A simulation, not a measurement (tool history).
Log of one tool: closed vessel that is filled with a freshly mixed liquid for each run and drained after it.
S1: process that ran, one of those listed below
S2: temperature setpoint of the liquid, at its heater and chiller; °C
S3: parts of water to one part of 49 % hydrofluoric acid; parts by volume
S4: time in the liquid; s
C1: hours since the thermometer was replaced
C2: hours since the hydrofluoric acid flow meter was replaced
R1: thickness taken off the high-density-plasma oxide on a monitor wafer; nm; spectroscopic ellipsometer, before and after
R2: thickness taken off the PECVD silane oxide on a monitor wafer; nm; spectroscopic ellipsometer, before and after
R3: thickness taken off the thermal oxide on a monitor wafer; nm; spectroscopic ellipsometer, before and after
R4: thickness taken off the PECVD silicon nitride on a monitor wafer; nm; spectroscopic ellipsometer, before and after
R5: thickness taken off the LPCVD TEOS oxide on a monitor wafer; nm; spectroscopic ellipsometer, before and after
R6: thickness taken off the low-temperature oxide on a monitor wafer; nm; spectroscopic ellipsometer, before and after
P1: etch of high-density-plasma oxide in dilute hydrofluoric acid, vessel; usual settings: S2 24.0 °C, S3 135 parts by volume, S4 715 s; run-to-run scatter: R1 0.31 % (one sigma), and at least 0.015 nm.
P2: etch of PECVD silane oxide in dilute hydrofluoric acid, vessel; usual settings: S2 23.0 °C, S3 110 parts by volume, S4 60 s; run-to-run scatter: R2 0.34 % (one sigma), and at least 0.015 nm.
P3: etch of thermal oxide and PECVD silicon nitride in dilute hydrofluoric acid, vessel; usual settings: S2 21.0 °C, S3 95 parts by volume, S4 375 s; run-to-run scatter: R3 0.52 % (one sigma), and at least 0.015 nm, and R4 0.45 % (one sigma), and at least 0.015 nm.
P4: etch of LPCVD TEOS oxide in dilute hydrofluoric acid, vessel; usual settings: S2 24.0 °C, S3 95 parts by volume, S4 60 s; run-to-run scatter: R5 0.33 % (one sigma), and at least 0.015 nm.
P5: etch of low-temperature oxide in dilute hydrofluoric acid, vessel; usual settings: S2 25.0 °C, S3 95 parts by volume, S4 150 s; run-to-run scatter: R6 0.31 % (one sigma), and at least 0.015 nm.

run   hour  S1    S2   S3    S4     C1     C2       R1       R2      R3       R4      R5       R6
  1    5.0  P1  24.0  135   715  428.6  653.9  26.1120
  2    8.9  P2  23.0   35    60  432.5  657.8           44.4610
  3   13.5  P2  30.0  110    60  437.1  662.4           16.9320
  4   18.2  P1  24.0  245    85  441.8  667.1   1.5321
  5   21.7  P3  21.0   50   375  445.3  670.6                    31.114  19.2110
  6   27.5  P1  24.0  135  1345  451.1  676.4  49.4480
  7   32.2  P4  24.0   95    95  455.8  681.1                                     55.152
  8   36.1  P4  28.5   95    60  459.7  685.0                                     41.768
  9   39.4  P5  25.0   95   150  463.0  688.3                                              40.990
 10   43.8  P1  24.0   75   715  467.4  692.7  50.8000
 11   48.7  P3  21.0   95   375  472.3  697.6                    15.551  10.2900
 12   52.1  P1  24.0  135   715  475.7  701.0  26.2520
 13   57.7  P3  17.0   95   375  481.3  706.6                    13.076   7.8263
 14   62.3  P1  19.0  135   715  485.9  711.2  21.5950
 15   67.7  P1  24.0   75  1075  491.3  716.6  76.1950
 16   72.6  P2  23.0  110    60  496.2  721.5           12.8110
 17   76.3  P3  21.0   95   540  499.9  725.2                    22.622  14.9190
 18   80.3  P4  24.0   95    60  503.9  729.2                                     34.920
 19   84.1  P1  24.0  135   715  507.7  733.0  26.2100
 20   87.1  P5  25.0   20   150  510.7  736.0                                             214.650
 21   90.0  P1  24.0  135   265  513.6  738.9   9.7187
 22   93.0  P2  23.0  110    30  516.6  741.9            6.4583
 23   95.8  P5  25.0   95   255  519.4  744.7                                              69.739
 24   98.8  P5  25.0   95   150  522.4  747.7                                              40.981
 25  104.4  P1  29.5  135   715  528.0  753.3  32.0950
 26  109.8  P1  24.0  195   715  533.4  758.7  16.9900
 27  113.1  P5  17.0   95   150  536.7  762.0                                              29.439
 28  118.2  P1  24.0  135   715  541.8  767.1  26.3160
 29  123.8  P1  24.0  135   715  547.4  772.7  26.2370
 30  128.1  P4  24.0   50    60  551.7  777.0                                     70.574
 31  131.5  P3  21.0   95   375  555.1  780.4                    15.512  10.2320
 32  137.1  P1  17.5  235   715  560.7  786.0  10.5830
 33  140.3  P1  24.0  135   715  563.9  789.2  26.2500
 34  145.7  P1  24.0  135   715  569.3  794.6  25.1750
 35  148.3  P1  24.0  135   715  571.9  797.2  24.8330
 36  151.4  P1  24.0  135   715  575.0  800.3  24.7180
 37  156.8  P1  24.0  135   715  580.4  805.7  24.6130
 38  161.7  P1  24.0  135   715  585.3  810.6  24.4730
 39  166.8  P1  24.0  135   715  590.4  815.7  24.4450
 40  170.1  P1  24.0  135   715  593.7  819.0  24.2960

What P1 gives has crept away from where it was. These 2 causes fit the log equally well, each at the size given:
A: hydrofluoric acid flow below the setpoint (%) = 6.07
B: liquid colder than its thermometer reads (K) = 1.87
The creep began at about hour 140.3.

4 check runs are offered, one wafer each, their results left as question marks. Which one tells the causes apart?
check 1  173.4  P4  24.0   95   60                           ?
check 2  173.4  P5  25.0   95  150                               ?
check 3  173.4  P2  23.0  110   60               ?
check 4  173.4  P3  21.0   95  375                   ?   ?

What each check would give under each cause:
  check  result     if A     if B
check 1      R5   32.591   32.435
check 2      R6   38.181   38.031
check 3      R2  12.0070  11.9600
check 4      R3   14.459   14.353
check 4      R4   9.6936   9.0726
How far apart the two closest causes lie, in the result that separates them most: check 1 0.48 %; check 2 0.39 %; check 3 0.39 %; check 4 6.62 %
Only check 4 tells the causes apart: in the others they would give nearly the same result.

Check 4 was then run and gave: R3 14.372 nm; R4 9.0916 nm. Which cause is it?

It is B: liquid colder than its thermometer reads (K).
